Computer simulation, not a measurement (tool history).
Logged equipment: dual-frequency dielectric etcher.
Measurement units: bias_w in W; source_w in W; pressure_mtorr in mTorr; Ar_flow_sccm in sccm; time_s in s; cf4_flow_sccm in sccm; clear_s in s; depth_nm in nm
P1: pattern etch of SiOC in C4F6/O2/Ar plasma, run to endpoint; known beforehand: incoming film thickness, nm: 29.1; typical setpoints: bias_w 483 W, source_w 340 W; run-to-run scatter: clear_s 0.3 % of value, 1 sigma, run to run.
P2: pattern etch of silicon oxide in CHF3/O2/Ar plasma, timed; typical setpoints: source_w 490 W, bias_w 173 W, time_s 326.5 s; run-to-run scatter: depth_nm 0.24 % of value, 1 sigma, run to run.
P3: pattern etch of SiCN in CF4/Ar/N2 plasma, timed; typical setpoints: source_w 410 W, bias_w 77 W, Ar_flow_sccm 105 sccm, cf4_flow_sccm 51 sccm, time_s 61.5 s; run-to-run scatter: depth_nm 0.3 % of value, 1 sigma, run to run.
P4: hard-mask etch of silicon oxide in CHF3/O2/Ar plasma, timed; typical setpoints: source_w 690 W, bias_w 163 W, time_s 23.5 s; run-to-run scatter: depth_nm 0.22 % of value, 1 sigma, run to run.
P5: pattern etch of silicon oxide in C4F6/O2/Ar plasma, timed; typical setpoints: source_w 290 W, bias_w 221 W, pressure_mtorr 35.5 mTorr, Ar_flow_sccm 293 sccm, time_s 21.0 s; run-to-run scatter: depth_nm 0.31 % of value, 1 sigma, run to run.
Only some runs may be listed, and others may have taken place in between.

run	hour	process	bias_w	source_w	pressure_mtorr	Ar_flow_sccm	time_s	cf4_flow_sccm	clear_s	depth_nm
1	3.3	P1	483	340					10.6600	
2	7.2	P5	221	290	35.5	293	21.0			59.524
3	10.8	P1	676	340					9.3531	
4	14.2	P4	104	690			23.5			39.176
5	20.0	P2	173	490			326.5			580.870
6	25.8	P1	483	420					9.8740	
7	29.5	P1	335	340					12.2220	
8	33.5	P3	105	410		105	61.5	51		53.758
9	39.1	P1	483	340					10.6960	
10	42.1	P2	173	490			326.5			580.770
11	47.1	P1	483	340					10.6360	
12	51.8	P1	483	340					10.6470	
13	57.0	P3	77	410		105	61.5	51		47.854
14	62.3	P1	483	340					10.6830	
# hour 63.7: wet clean of the chamber
15	66.1	P3	77	520		105	61.5	51		58.925
16	69.1	P4	163	420			23.5			37.479
17	74.7	P5	221	290	35.5	366	21.0			57.964
18	80.8	P3	77	410		62	61.5	51		51.728
19	86.0	P4	163	690			13.0			25.049
20	91.3	P2	173	490			216.5			384.210
21	95.9	P1	405	420					10.5580	
22	99.6	P5	265	290	35.5	293	21.0			62.871
23	105.0	P5	221	290	35.5	293	21.0			59.381
24	109.1	P5	221	400	35.5	293	21.0			66.613
25	114.7	P3	77	410		105	36.0	51		28.100
26	118.9	P3	77	410		105	61.5	68		49.994
27	124.4	P1	483	220					12.5450	
28	129.5	P5	221	290	50.5	293	21.0			57.064
29	132.3	P4	163	690			23.5			45.257
30	136.8	P2	127	490			326.5			522.770
31	139.7	P5	221	290	35.5	293	11.5			32.276
32	144.6	P2	173	600			326.5			628.490
33	150.0	P1	483	340					10.6620	
34	154.1	P1	483	340					10.5970	
35	159.6	P1	483	340					10.5600	
36	162.7	P1	483	340					10.5620	
37	165.7	P1	483	340					10.5480	
38	169.2	P1	483	340					10.4910	
# hour 171.1: wet clean of the chamber
39	173.6	P1	483	340					10.4720	
40	178.5	P1	483	340					10.5150	
41	183.4	P1	483	340					10.5040	
42	189.2	P1	483	340					10.4330	
43	192.8	P1	483	340					10.5020	

The log shows P1 creeping away from where it was. Any of the 2 causes listed here, at the size stated for it, fits the log just as well as the others:
A: bias power that arrives over what is set, % = 4.09
B: source power that arrives over what is set, % = 4.17
At approximately hour 150.0, the process output began to creep.
Why every other cause is out:
chamber walls in a state that raises the etch rate, %: serviced after onset, at hour 171.1, with no recovery of the prior output

The list below offers 4 check runs, each averaging the results of 2 wafers, and shows each result as a question mark. For which of them would the listed causes give clearly different results?
check 1	196.4	P5	221	290	35.5	293	21.0			?
check 2	196.4	P3	77	410		105	61.5	51		?
check 3	196.4	P2	173	490			326.5			?
check 4	196.4	P4	163	690			23.5			?

If the cause were each of the candidates in turn, the checks would give the following:
check	result	if A	if B
check 1	depth_nm	60.050	60.174
check 2	depth_nm	48.651	49.657
check 3	depth_nm	589.300	590.470
check 4	depth_nm	45.771	45.893
Minimum pairwise separation of causes per check, each pair taken at its best-separating result: check 1 0.21 %; check 2 2.05 %; check 3 0.2 %; check 4 0.26 %
The causes can be told apart only by check 2. The other checks would give nearly the same results under each of them.

Check 2 was then run and gave: depth_nm 48.644 nm. Which cause is it?

The correct cause is A, namely: bias power that arrives over what is set, %.
